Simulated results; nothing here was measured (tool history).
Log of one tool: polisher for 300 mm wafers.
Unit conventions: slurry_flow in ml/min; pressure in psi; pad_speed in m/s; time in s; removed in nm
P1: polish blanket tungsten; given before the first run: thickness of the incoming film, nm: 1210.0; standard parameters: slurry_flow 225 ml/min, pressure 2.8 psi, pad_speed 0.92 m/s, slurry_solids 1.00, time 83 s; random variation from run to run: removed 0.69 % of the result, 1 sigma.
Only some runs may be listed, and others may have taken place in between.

run 1 day=0.212 | slurry_flow=225 pressure=2.8 pad_speed=0.92 slurry_solids=1.00 time=83 | removed=225.40
run 2 day=0.425 | slurry_flow=225 pressure=2.8 pad_speed=1.44 slurry_solids=1.00 time=83 | removed=355.25
run 3 day=0.750 | slurry_flow=225 pressure=2.8 pad_speed=0.92 slurry_solids=1.00 time=83 | removed=226.85
run 4 day=1.067 | slurry_flow=225 pressure=2.8 pad_speed=0.52 slurry_solids=1.00 time=83 | removed=126.31
run 5 day=1.429 | slurry_flow=225 pressure=2.8 pad_speed=0.92 slurry_solids=1.00 time=83 | removed=224.93
run 6 day=1.762 | slurry_flow=135 pressure=2.8 pad_speed=0.92 slurry_solids=1.00 time=83 | removed=209.23
run 7 day=1.942 | slurry_flow=225 pressure=2.8 pad_speed=0.92 slurry_solids=1.00 time=83 | removed=227.99
-- day=1.992 slurry tank refilled with fresh slurry and peroxide
run 8 day=2.288 | slurry_flow=350 pressure=2.8 pad_speed=0.92 slurry_solids=1.00 time=83 | removed=240.25
run 9 day=2.525 | slurry_flow=225 pressure=2.8 pad_speed=1.16 slurry_solids=0.55 time=83 | removed=249.31
run 10 day=2.800 | slurry_flow=225 pressure=2.8 pad_speed=0.92 slurry_solids=0.65 time=83 | removed=207.47
run 11 day=3.138 | slurry_flow=225 pressure=1.4 pad_speed=0.92 slurry_solids=1.00 time=83 | removed=113.33
run 12 day=3.488 | slurry_flow=225 pressure=2.8 pad_speed=0.92 slurry_solids=1.00 time=126 | removed=345.06
run 13 day=3.788 | slurry_flow=225 pressure=2.8 pad_speed=0.92 slurry_solids=1.00 time=47 | removed=128.58
run 14 day=3.946 | slurry_flow=135 pressure=2.8 pad_speed=0.92 slurry_solids=1.40 time=83 | removed=231.06
run 15 day=4.108 | slurry_flow=135 pressure=2.8 pad_speed=0.46 slurry_solids=1.00 time=83 | removed=104.83
run 16 day=4.267 | slurry_flow=225 pressure=2.8 pad_speed=0.92 slurry_solids=1.35 time=83 | removed=246.18
run 17 day=4.633 | slurry_flow=225 pressure=3.9 pad_speed=0.92 slurry_solids=1.00 time=83 | removed=319.65
run 18 day=4.962 | slurry_flow=225 pressure=2.8 pad_speed=0.92 slurry_solids=1.00 time=83 | removed=226.37
run 19 day=5.321 | slurry_flow=225 pressure=2.8 pad_speed=0.92 slurry_solids=1.00 time=83 | removed=220.85
run 20 day=5.600 | slurry_flow=225 pressure=2.8 pad_speed=0.92 slurry_solids=1.00 time=83 | removed=216.68
run 21 day=5.871 | slurry_flow=225 pressure=2.8 pad_speed=0.92 slurry_solids=1.00 time=83 | removed=214.69
-- day=6.096 worn pad replaced by a new one
run 22 day=6.150 | slurry_flow=225 pressure=2.8 pad_speed=0.92 slurry_solids=1.00 time=83 | removed=212.22
-- day=6.325 slurry tank refilled with fresh slurry and peroxide
-- day=6.392 slurry blender recalibrated
run 23 day=6.417 | slurry_flow=225 pressure=2.8 pad_speed=0.92 slurry_solids=1.00 time=83 | removed=211.44
run 24 day=6.783 | slurry_flow=225 pressure=2.8 pad_speed=0.92 slurry_solids=1.00 time=83 | removed=210.94
run 25 day=6.954 | slurry_flow=225 pressure=2.8 pad_speed=0.92 slurry_solids=1.00 time=83 | removed=211.72

What P1 gives has crept away from where it was. These 2 causes fit the log equally well, each at the size given:
A: head's pressure below its setpoint, % = 7.2
B: slurry flow missing at the pad, % = 38.9
The onset of the drift is placed at about day 4.962.
Every other cause this tool's parts could produce, and why it does not fit the log:
removal rate lost through wear of the pad, %: work on it at day 6.096, done after the drift set in, did not restore what the process gave before
abrasive missing from the slurry, %: work on it at day 6.392, done after the drift set in, did not restore what the process gave before
peroxide lost from the slurry, %: work on it at day 6.325, done after the drift set in, did not restore what the process gave before

Which of the check runs below tells the causes apart, meaning the causes would give it clearly different results? Each run uses 2 wafers whose results are averaged, and each result is shown as a question mark.
run check 1 day=7.125 | slurry_flow=135 pressure=2.8 pad_speed=0.92 slurry_solids=1.00 time=60 | removed=?
run check 2 day=7.125 | slurry_flow=225 pressure=2.8 pad_speed=1.32 slurry_solids=1.00 time=83 | removed=?
run check 3 day=7.125 | slurry_flow=225 pressure=2.8 pad_speed=0.92 slurry_solids=1.00 time=108 | removed=?
run check 4 day=7.125 | slurry_flow=225 pressure=2.8 pad_speed=0.92 slurry_solids=1.00 time=110 | removed=?

If the cause were each of the candidates in turn, the checks would give the following:
check=check_1 result=removed if_A=141.18 if_B=135.06
check=check_2 result=removed if_A=303.03 if_B=303.00
check=check_3 result=removed if_A=274.82 if_B=274.79
check=check_4 result=removed if_A=279.91 if_B=279.88
Minimum pairwise separation of causes per check, each pair taken at its best-separating result: check 1 4.44 %; check 2 0.01 %; check 3 0.01 %; check 4 0.01 %
Only in check 1 would the causes give clearly different results; in the remaining checks their results would be nearly the same.

Running check 1 produced the following: removed 134.87 nm. Which one of the listed causes fits?

The correct cause is B, namely: slurry flow missing at the pad, %.
